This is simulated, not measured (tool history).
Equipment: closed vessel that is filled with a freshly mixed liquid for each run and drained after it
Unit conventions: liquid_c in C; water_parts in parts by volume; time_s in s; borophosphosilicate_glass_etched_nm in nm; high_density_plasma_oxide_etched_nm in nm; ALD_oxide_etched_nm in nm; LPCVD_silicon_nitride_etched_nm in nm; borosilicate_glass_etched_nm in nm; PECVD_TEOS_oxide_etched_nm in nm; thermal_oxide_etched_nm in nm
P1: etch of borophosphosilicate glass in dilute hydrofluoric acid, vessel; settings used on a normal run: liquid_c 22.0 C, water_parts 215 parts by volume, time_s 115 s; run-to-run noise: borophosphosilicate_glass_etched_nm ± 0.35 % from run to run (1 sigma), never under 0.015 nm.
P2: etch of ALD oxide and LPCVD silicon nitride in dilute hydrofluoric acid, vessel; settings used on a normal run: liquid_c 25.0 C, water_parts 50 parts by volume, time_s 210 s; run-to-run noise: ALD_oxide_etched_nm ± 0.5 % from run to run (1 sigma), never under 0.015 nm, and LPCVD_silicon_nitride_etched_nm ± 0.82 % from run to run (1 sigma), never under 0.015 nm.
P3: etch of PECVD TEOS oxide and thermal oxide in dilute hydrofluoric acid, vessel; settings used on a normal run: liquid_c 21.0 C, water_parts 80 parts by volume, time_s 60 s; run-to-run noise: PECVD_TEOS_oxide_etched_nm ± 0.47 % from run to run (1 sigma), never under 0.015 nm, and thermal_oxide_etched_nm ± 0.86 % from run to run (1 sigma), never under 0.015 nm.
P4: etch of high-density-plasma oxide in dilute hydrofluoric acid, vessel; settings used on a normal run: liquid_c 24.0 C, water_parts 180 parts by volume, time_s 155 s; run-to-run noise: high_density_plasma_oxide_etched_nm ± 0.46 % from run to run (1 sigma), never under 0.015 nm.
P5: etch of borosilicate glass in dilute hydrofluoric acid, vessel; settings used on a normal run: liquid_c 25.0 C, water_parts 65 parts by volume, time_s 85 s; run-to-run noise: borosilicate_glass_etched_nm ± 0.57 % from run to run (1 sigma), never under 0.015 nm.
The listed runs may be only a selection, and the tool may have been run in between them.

| run | hour | process | liquid_c | water_parts | time_s | hours since the thermometer was replaced | hours since the hydrofluoric acid flow meter was replaced | borophosphosilicate_glass_etched_nm | high_density_plasma_oxide_etched_nm | ALD_oxide_etched_nm | LPCVD_silicon_nitride_etched_nm | borosilicate_glass_etched_nm | PECVD_TEOS_oxide_etched_nm | thermal_oxide_etched_nm |
|---|---|---|---|---|---|---|---|---|---|---|---|---|---|---|
| 1 | 6.8 | P1 | 22.0 | 215 | 115 | 1597.3 | 493.1 | 17.6200 |  |  |  |  |  |  |
| 2 | 12.9 | P1 | 22.0 | 140 | 30 | 1603.4 | 499.2 | 7.6161 |  |  |  |  |  |  |
| 3 | 19.0 | P4 | 24.0 | 180 | 35 | 1609.5 | 505.3 |  | 1.0865 |  |  |  |  |  |
| 4 | 24.1 | P2 | 25.0 | 50 | 210 | 1614.6 | 510.4 |  |  | 46.173 | 2.4541 |  |  |  |
| 5 | 31.0 | P5 | 25.0 | 65 | 165 | 1621.5 | 517.3 |  |  |  |  | 64.771 |  |  |
| 6 | 37.8 | P4 | 24.0 | 180 | 155 | 1628.3 | 524.1 |  | 4.8038 |  |  |  |  |  |
| 7 | 43.3 | P5 | 25.0 | 65 | 85 | 1633.8 | 529.6 |  |  |  |  | 33.365 |  |  |
| 8 | 48.9 | P4 | 24.0 | 180 | 155 | 1639.4 | 535.2 |  | 4.7797 |  |  |  |  |  |
| 9 | 53.6 | P1 | 22.0 | 215 | 115 | 1644.1 | 539.9 | 17.6260 |  |  |  |  |  |  |
| 10 | 58.1 | P2 | 32.0 | 50 | 210 | 1648.6 | 544.4 |  |  | 60.703 | 3.9585 |  |  |  |
| 11 | 62.1 | P3 | 28.0 | 80 | 60 | 1652.6 | 548.4 |  |  |  |  |  | 8.3047 | 4.0637 |
| 12 | 66.9 | P1 | 22.0 | 380 | 115 | 1657.4 | 553.2 | 8.5429 |  |  |  |  |  |  |
| 13 | 70.0 | P4 | 24.0 | 310 | 155 | 1660.5 | 556.3 |  | 2.4420 |  |  |  |  |  |
| 14 | 74.9 | P1 | 27.5 | 215 | 115 | 1665.4 | 561.2 | 21.4900 |  |  |  |  |  |  |
| 15 | 80.9 | P4 | 30.0 | 180 | 155 | 1671.4 | 567.2 |  | 5.9923 |  |  |  |  |  |
| 16 | 87.2 | P1 | 22.0 | 115 | 115 | 1677.7 | 573.5 | 36.4920 |  |  |  |  |  |  |
| 17 | 93.5 | P5 | 32.5 | 65 | 85 | 1684.0 | 579.8 |  |  |  |  | 44.177 |  |  |
| 18 | 100.2 | P1 | 22.0 | 215 | 115 | 1690.7 | 586.5 | 17.5720 |  |  |  |  |  |  |
| 19 | 104.6 | P5 | 25.0 | 65 | 85 | 1695.1 | 590.9 |  |  |  |  | 33.437 |  |  |
| 20 | 109.6 | P1 | 22.0 | 215 | 50 | 1700.1 | 595.9 | 7.6671 |  |  |  |  |  |  |
| 21 | 116.1 | P1 | 22.0 | 215 | 115 | 1706.6 | 602.4 | 17.5540 |  |  |  |  |  |  |
| 22 | 120.9 | P1 | 17.0 | 215 | 115 | 1711.4 | 607.2 | 14.5000 |  |  |  |  |  |  |
| 23 | 126.3 | P2 | 25.0 | 50 | 300 | 1716.8 | 612.6 |  |  | 65.584 | 3.4287 |  |  |  |
| 24 | 131.7 | P5 | 25.0 | 30 | 85 | 1722.2 | 618.0 |  |  |  |  | 75.949 |  |  |
| 25 | 135.6 | P3 | 21.0 | 120 | 60 | 1726.1 | 621.9 |  |  |  |  |  | 3.9869 | 1.9453 |
| 26 | 138.6 | P1 | 22.0 | 215 | 115 | 1729.1 | 624.9 | 17.6740 |  |  |  |  |  |  |
| 27 | 144.4 | P1 | 22.0 | 215 | 115 | 1734.9 | 630.7 | 17.5710 |  |  |  |  |  |  |
| 28 | 149.6 | P1 | 22.0 | 215 | 115 | 1740.1 | 635.9 | 17.6220 |  |  |  |  |  |  |

For run 29, what comes out?
| 29 | 155.2 | P1 | 22.0 | 215 | 205 | 1745.7 | 641.5 | ? |  |  |  |  |  |  |

{"run 29": {"borophosphosilicate_glass_etched_nm": 31.332}}

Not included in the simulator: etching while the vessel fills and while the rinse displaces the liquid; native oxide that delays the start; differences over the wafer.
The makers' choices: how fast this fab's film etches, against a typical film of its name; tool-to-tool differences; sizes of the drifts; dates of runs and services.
